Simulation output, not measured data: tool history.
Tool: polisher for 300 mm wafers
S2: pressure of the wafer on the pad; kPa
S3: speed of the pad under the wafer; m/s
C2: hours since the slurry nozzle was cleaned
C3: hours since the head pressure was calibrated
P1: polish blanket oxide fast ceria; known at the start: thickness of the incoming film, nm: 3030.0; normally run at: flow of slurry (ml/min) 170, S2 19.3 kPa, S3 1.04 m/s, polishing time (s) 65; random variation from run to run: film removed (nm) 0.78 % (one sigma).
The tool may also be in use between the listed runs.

run 1 hour=16.2 | flow_of_slurry_(ml/min)=170 S2=19.3 S3=1.04 polishing_time_(s)=65 | wafers_polished_on_this_pad=513 C2=160.8 C3=318.1 | film_removed_(nm)=1165.3
run 2 hour=31 | flow_of_slurry_(ml/min)=170 S2=19.3 S3=0.48 polishing_time_(s)=65 | wafers_polished_on_this_pad=658 C2=175.6 C3=332.9 | film_removed_(nm)=534.28
run 3 hour=40.3 | flow_of_slurry_(ml/min)=170 S2=19.3 S3=1.04 polishing_time_(s)=30 | wafers_polished_on_this_pad=749 C2=184.9 C3=342.2 | film_removed_(nm)=537.56
run 4 hour=49 | flow_of_slurry_(ml/min)=170 S2=19.3 S3=1.04 polishing_time_(s)=65 | wafers_polished_on_this_pad=835 C2=193.6 C3=350.9 | film_removed_(nm)=1169.7
run 5 hour=65.8 | flow_of_slurry_(ml/min)=170 S2=19.3 S3=1.32 polishing_time_(s)=86 | wafers_polished_on_this_pad=1000 C2=210.4 C3=367.7 | film_removed_(nm)=1945.2
run 6 hour=76.4 | flow_of_slurry_(ml/min)=170 S2=19.3 S3=1.04 polishing_time_(s)=65 | wafers_polished_on_this_pad=1104 C2=221 C3=378.3 | film_removed_(nm)=1161.6
run 7 hour=92.2 | flow_of_slurry_(ml/min)=170 S2=19.3 S3=1.56 polishing_time_(s)=65 | wafers_polished_on_this_pad=1259 C2=236.8 C3=394.1 | film_removed_(nm)=1746.7
run 8 hour=100.5 | flow_of_slurry_(ml/min)=260 S2=19.3 S3=1.04 polishing_time_(s)=65 | wafers_polished_on_this_pad=1340 C2=245.1 C3=402.4 | film_removed_(nm)=1238.8
run 9 hour=113.4 | flow_of_slurry_(ml/min)=100 S2=19.3 S3=1.04 polishing_time_(s)=65 | wafers_polished_on_this_pad=1467 C2=258 C3=415.3 | film_removed_(nm)=1049.9
run 10 hour=124.5 | flow_of_slurry_(ml/min)=170 S2=19.3 S3=1.04 polishing_time_(s)=91 | wafers_polished_on_this_pad=1576 C2=269.1 C3=426.4 | film_removed_(nm)=1640.7
run 11 hour=141.7 | flow_of_slurry_(ml/min)=170 S2=11.7 S3=1.04 polishing_time_(s)=65 | wafers_polished_on_this_pad=1745 C2=286.3 C3=443.6 | film_removed_(nm)=712.07
run 12 hour=153.5 | flow_of_slurry_(ml/min)=170 S2=19.3 S3=1.04 polishing_time_(s)=65 | wafers_polished_on_this_pad=1860 C2=298.1 C3=455.4 | film_removed_(nm)=1168.8
run 13 hour=165.2 | flow_of_slurry_(ml/min)=170 S2=27.6 S3=1.04 polishing_time_(s)=65 | wafers_polished_on_this_pad=1975 C2=309.8 C3=467.1 | film_removed_(nm)=1650.8
run 14 hour=183.4 | flow_of_slurry_(ml/min)=170 S2=19.3 S3=1.04 polishing_time_(s)=65 | wafers_polished_on_this_pad=2154 C2=328 C3=485.3 | film_removed_(nm)=1161.2
run 15 hour=192.8 | flow_of_slurry_(ml/min)=170 S2=19.3 S3=1.04 polishing_time_(s)=65 | wafers_polished_on_this_pad=2246 C2=337.4 C3=494.7 | film_removed_(nm)=1134.7
run 16 hour=201.7 | flow_of_slurry_(ml/min)=170 S2=19.3 S3=1.04 polishing_time_(s)=65 | wafers_polished_on_this_pad=2333 C2=346.3 C3=503.6 | film_removed_(nm)=1124.1
run 17 hour=218.4 | flow_of_slurry_(ml/min)=170 S2=19.3 S3=1.04 polishing_time_(s)=65 | wafers_polished_on_this_pad=2497 C2=363 C3=520.3 | film_removed_(nm)=1088.5
-- hour=229.7 head pressure recalibrated
run 18 hour=237 | flow_of_slurry_(ml/min)=170 S2=19.3 S3=1.04 polishing_time_(s)=65 | wafers_polished_on_this_pad=2680 C2=381.6 C3=7.4 | film_removed_(nm)=1086
run 19 hour=252.4 | flow_of_slurry_(ml/min)=170 S2=19.3 S3=1.04 polishing_time_(s)=65 | wafers_polished_on_this_pad=2831 C2=397 C3=22.8 | film_removed_(nm)=1075.8
run 20 hour=262.9 | flow_of_slurry_(ml/min)=170 S2=19.3 S3=1.04 polishing_time_(s)=65 | wafers_polished_on_this_pad=2934 C2=407.5 C3=33.3 | film_removed_(nm)=1078.4
run 21 hour=274.8 | flow_of_slurry_(ml/min)=170 S2=19.3 S3=1.04 polishing_time_(s)=65 | wafers_polished_on_this_pad=3051 C2=419.4 C3=45.2 | film_removed_(nm)=1071.2
run 22 hour=289.4 | flow_of_slurry_(ml/min)=170 S2=19.3 S3=1.04 polishing_time_(s)=65 | wafers_polished_on_this_pad=3194 C2=434 C3=59.8 | film_removed_(nm)=1058.9

What P1 gives has crept away from where it was. These 2 causes fit the log equally well, each at the size given:
A: slurry flow missing at the pad, % = 37.1
B: removal rate lost through wear of the pad, % = 8.58
The creep began at about hour 183.4.
Why every other cause is out:
head's pressure below its setpoint, %: serviced at hour 229.7, which brought nothing back

4 check runs are offered, each on 3 wafers whose results are averaged, their results left as question marks. Which one tells the causes apart?
run check 1 hour=304 | flow_of_slurry_(ml/min)=170 S2=19.3 S3=0.66 polishing_time_(s)=65 | film_removed_(nm)=?
run check 2 hour=304 | flow_of_slurry_(ml/min)=170 S2=19.3 S3=1.04 polishing_time_(s)=34 | film_removed_(nm)=?
run check 3 hour=304 | flow_of_slurry_(ml/min)=115 S2=19.3 S3=1.04 polishing_time_(s)=65 | film_removed_(nm)=?
run check 4 hour=304 | flow_of_slurry_(ml/min)=170 S2=24.8 S3=1.04 polishing_time_(s)=65 | film_removed_(nm)=?

What each check would give under each cause:
check=check_1 result=film_removed_(nm) if_A=679.1 if_B=679.16
check=check_2 result=film_removed_(nm) if_A=559.74 if_B=559.79
check=check_3 result=film_removed_(nm) if_A=958.21 if_B=994.76
check=check_4 result=film_removed_(nm) if_A=1375.8 if_B=1376
How far apart the two closest causes lie, in the result that separates them most: check 1 0.01 %; check 2 0.01 %; check 3 3.74 %; check 4 0.01 %
Check 3 tells the causes apart: in the others they would give nearly the same result.

Then check 3 was run and gave: film removed (nm) 993.26. Which cause is it?

It is B: removal rate lost through wear of the pad, %.

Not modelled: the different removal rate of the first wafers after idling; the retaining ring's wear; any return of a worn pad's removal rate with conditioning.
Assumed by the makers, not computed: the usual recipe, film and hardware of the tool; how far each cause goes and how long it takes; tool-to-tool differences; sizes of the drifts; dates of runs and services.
